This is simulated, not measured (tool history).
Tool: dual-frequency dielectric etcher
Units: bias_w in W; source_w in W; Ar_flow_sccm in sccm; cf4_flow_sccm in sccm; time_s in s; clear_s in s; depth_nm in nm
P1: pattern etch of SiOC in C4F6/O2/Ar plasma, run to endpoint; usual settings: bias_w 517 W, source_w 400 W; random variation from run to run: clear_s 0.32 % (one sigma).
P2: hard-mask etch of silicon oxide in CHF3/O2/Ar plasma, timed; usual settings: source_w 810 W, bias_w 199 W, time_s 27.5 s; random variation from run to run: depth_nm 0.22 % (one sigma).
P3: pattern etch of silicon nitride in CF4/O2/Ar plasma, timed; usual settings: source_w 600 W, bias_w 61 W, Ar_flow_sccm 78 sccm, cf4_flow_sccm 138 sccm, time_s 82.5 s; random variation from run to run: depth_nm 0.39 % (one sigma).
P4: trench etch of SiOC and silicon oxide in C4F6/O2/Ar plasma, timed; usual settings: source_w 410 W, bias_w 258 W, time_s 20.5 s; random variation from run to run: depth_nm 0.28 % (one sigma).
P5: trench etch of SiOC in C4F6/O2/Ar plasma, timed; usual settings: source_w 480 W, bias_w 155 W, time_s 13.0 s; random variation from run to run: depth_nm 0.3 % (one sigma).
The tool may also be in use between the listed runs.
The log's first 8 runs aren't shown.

run   hour  process  bias_w  source_w  Ar_flow_sccm  cf4_flow_sccm  time_s  clear_s  depth_nm
  9   68.7       P5     155       300                                 13.0             22.865
 10   76.8       P1     517       320                                       11.9500
 11   81.4       P1     405       330                                       12.9230
 12   86.3       P2     156       810                                 27.5             60.093
 13   93.8       P4     258       410                                 14.0             31.151
 14  102.3       P3      61       600            78            138    56.0            148.920
 15  107.1       P5     155       480                                 13.0             27.703
 16  113.6       P3      61       600            46            138    82.5            229.540
 17  123.2       P2     199       810                                 16.0             37.845
 18  132.5       P2     199       980                                 27.5             69.808
 19  141.2       P3      61       490            78            138    82.5            184.900
 20  146.1       P1     347       400                                       12.6920
 21  153.9       P3      61       600            78            138    82.5            219.880
 22  162.5       P3      61       600            78            187    82.5            226.710
 23  168.7       P3      38       600            78            138    82.5            187.310
 24  178.9       P1     697       400                                        9.7749
 25  186.3       P1     517       400                                       10.9930
 26  191.9       P1     517       400                                       10.9470
 27  198.2       P1     517       530                                        9.8972
 28  206.9       P4     338       410                                 20.5             50.219
 29  214.9       P4     258       410                                 20.5             45.528
 30  221.0       P2     199       810                                 27.5             65.194

Run 31 comes next. What will it give?
 31  229.7       P1     517       400                                             ?

{"run 31": {"clear_s": 10.948}}
